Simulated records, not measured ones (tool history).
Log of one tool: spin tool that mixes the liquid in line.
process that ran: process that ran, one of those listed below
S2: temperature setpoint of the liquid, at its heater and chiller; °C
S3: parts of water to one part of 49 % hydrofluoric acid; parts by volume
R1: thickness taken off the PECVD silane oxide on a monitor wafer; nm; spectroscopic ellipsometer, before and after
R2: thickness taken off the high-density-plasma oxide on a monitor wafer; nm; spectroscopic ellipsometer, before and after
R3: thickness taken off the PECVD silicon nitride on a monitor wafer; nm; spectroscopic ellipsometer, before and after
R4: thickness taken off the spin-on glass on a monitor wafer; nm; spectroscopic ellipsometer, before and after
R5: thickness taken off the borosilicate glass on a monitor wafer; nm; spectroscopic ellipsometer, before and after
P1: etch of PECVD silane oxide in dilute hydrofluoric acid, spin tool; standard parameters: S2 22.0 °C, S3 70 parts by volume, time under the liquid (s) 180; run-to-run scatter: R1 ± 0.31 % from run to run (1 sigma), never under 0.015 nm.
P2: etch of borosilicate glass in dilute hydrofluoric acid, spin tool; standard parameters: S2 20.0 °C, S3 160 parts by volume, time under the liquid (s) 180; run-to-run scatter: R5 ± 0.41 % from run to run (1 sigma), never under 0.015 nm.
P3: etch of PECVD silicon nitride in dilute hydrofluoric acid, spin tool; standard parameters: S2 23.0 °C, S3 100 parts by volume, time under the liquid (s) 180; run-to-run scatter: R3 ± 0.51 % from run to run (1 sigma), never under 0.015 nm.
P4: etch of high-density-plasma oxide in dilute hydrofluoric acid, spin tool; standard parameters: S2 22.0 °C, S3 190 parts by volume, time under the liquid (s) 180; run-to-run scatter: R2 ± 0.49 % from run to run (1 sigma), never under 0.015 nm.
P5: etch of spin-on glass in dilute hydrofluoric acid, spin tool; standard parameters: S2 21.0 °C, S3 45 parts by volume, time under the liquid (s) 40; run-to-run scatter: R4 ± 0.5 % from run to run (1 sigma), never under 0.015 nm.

run 1 hour=5.5 | process_that_ran=P1 S2=22.0 S3=70 time_under_the_liquid_(s)=180 | R1=43.291
run 2 hour=11.9 | process_that_ran=P1 S2=22.0 S3=70 time_under_the_liquid_(s)=180 | R1=43.382
run 3 hour=16.6 | process_that_ran=P4 S2=22.0 S3=190 time_under_the_liquid_(s)=20 | R2=0.60089
run 4 hour=23.1 | process_that_ran=P4 S2=22.0 S3=190 time_under_the_liquid_(s)=180 | R2=5.27340
run 5 hour=27.6 | process_that_ran=P4 S2=22.0 S3=45 time_under_the_liquid_(s)=180 | R2=26.38400
run 6 hour=31.9 | process_that_ran=P3 S2=23.0 S3=25 time_under_the_liquid_(s)=180 | R3=32.5440
run 7 hour=35.7 | process_that_ran=P1 S2=17.0 S3=70 time_under_the_liquid_(s)=330 | R1=64.487
run 8 hour=42.2 | process_that_ran=P3 S2=23.0 S3=100 time_under_the_liquid_(s)=180 | R3=8.3269
run 9 hour=45.8 | process_that_ran=P1 S2=27.0 S3=45 time_under_the_liquid_(s)=180 | R1=85.539
run 10 hour=51.9 | process_that_ran=P1 S2=22.0 S3=70 time_under_the_liquid_(s)=320 | R1=77.170
run 11 hour=57.3 | process_that_ran=P5 S2=21.0 S3=45 time_under_the_liquid_(s)=40 | R4=59.178
run 12 hour=64.1 | process_that_ran=P5 S2=21.0 S3=70 time_under_the_liquid_(s)=40 | R4=36.926
run 13 hour=68.9 | process_that_ran=P3 S2=17.0 S3=100 time_under_the_liquid_(s)=180 | R3=5.5819
run 14 hour=74.7 | process_that_ran=P3 S2=23.0 S3=100 time_under_the_liquid_(s)=180 | R3=8.3914
run 15 hour=78.6 | process_that_ran=P2 S2=17.0 S3=160 time_under_the_liquid_(s)=180 | R5=21.677
run 16 hour=83.3 | process_that_ran=P4 S2=22.0 S3=190 time_under_the_liquid_(s)=180 | R2=5.28350
run 17 hour=87.5 | process_that_ran=P1 S2=26.5 S3=70 time_under_the_liquid_(s)=180 | R1=52.025
run 18 hour=92.9 | process_that_ran=P5 S2=21.0 S3=45 time_under_the_liquid_(s)=80 | R4=118.300
run 19 hour=96.3 | process_that_ran=P1 S2=22.0 S3=105 time_under_the_liquid_(s)=180 | R1=27.786
run 20 hour=101.6 | process_that_ran=P1 S2=22.0 S3=70 time_under_the_liquid_(s)=90 | R1=21.735
run 21 hour=108.2 | process_that_ran=P1 S2=22.0 S3=70 time_under_the_liquid_(s)=180 | R1=43.393
run 22 hour=112.6 | process_that_ran=P2 S2=20.0 S3=225 time_under_the_liquid_(s)=180 | R5=16.343
run 23 hour=118.5 | process_that_ran=P2 S2=20.0 S3=160 time_under_the_liquid_(s)=180 | R5=24.634
run 24 hour=123.5 | process_that_ran=P5 S2=26.0 S3=45 time_under_the_liquid_(s)=40 | R4=72.319
run 25 hour=130.0 | process_that_ran=P1 S2=17.0 S3=70 time_under_the_liquid_(s)=180 | R1=35.004
run 26 hour=135.6 | process_that_ran=P5 S2=21.0 S3=45 time_under_the_liquid_(s)=40 | R4=59.716
run 27 hour=139.6 | process_that_ran=P1 S2=22.0 S3=70 time_under_the_liquid_(s)=180 | R1=43.407
run 28 hour=143.5 | process_that_ran=P1 S2=22.0 S3=20 time_under_the_liquid_(s)=180 | R1=161.850
run 29 hour=149.9 | process_that_ran=P3 S2=23.0 S3=100 time_under_the_liquid_(s)=360 | R3=16.8720
run 30 hour=156.7 | process_that_ran=P4 S2=17.0 S3=190 time_under_the_liquid_(s)=180 | R2=4.32320
run 31 hour=163.2 | process_that_ran=P1 S2=22.0 S3=70 time_under_the_liquid_(s)=180 | R1=43.285
run 32 hour=168.1 | process_that_ran=P2 S2=20.0 S3=160 time_under_the_liquid_(s)=285 | R5=38.893
run 33 hour=173.7 | process_that_ran=P1 S2=22.0 S3=70 time_under_the_liquid_(s)=180 | R1=43.544
run 34 hour=178.4 | process_that_ran=P1 S2=22.0 S3=70 time_under_the_liquid_(s)=180 | R1=43.315
run 35 hour=183.1 | process_that_ran=P1 S2=22.0 S3=70 time_under_the_liquid_(s)=180 | R1=42.322
run 36 hour=189.4 | process_that_ran=P1 S2=22.0 S3=70 time_under_the_liquid_(s)=180 | R1=41.434
run 37 hour=193.8 | process_that_ran=P1 S2=22.0 S3=70 time_under_the_liquid_(s)=180 | R1=41.185
run 38 hour=200.9 | process_that_ran=P1 S2=22.0 S3=70 time_under_the_liquid_(s)=180 | R1=40.933
run 39 hour=207.7 | process_that_ran=P1 S2=22.0 S3=70 time_under_the_liquid_(s)=180 | R1=40.514
run 40 hour=212.1 | process_that_ran=P1 S2=22.0 S3=70 time_under_the_liquid_(s)=180 | R1=40.556
run 41 hour=215.4 | process_that_ran=P1 S2=22.0 S3=70 time_under_the_liquid_(s)=180 | R1=40.488
run 42 hour=221.3 | process_that_ran=P1 S2=22.0 S3=70 time_under_the_liquid_(s)=180 | R1=40.207

P1 has crept away from where it was. The log is fitted equally well by each of these 2 causes, at the sizes shown:
A: hydrofluoric acid flow below the setpoint (%) = 6.27
B: liquid colder than its thermometer reads (K) = 1.71
The process output started creeping at around hour 178.4.

Each of the 4 check runs below uses one wafer; its results are left as question marks. Which run tells the causes apart?
run check 1 hour=227.2 | process_that_ran=P3 S2=23.0 S3=100 time_under_the_liquid_(s)=355 | R3=?
run check 2 hour=227.2 | process_that_ran=P5 S2=21.0 S3=70 time_under_the_liquid_(s)=70 | R4=?
run check 3 hour=227.2 | process_that_ran=P2 S2=17.0 S3=160 time_under_the_liquid_(s)=180 | R5=?
run check 4 hour=227.2 | process_that_ran=P4 S2=17.0 S3=190 time_under_the_liquid_(s)=180 | R2=?

What each check would give under each cause:
check=check_1 result=R3 if_A=15.5740 if_B=14.8050
check=check_2 result=R4 if_A=60.346 if_B=60.271
check=check_3 result=R5 if_A=20.239 if_B=20.332
check=check_4 result=R2 if_A=4.03020 if_B=4.05950
How far apart the two closest causes lie, in the result that separates them most: check 1 5.07 %; check 2 0.12 %; check 3 0.46 %; check 4 0.72 %
Check 1 distinguishes between the causes, while the remaining checks would return nearly the same result for all of them.

After running check 1, the following was obtained: R3 15.6610 nm. Which cause does this point to?

Of the candidate causes, it is A: hydrofluoric acid flow below the setpoint (%).
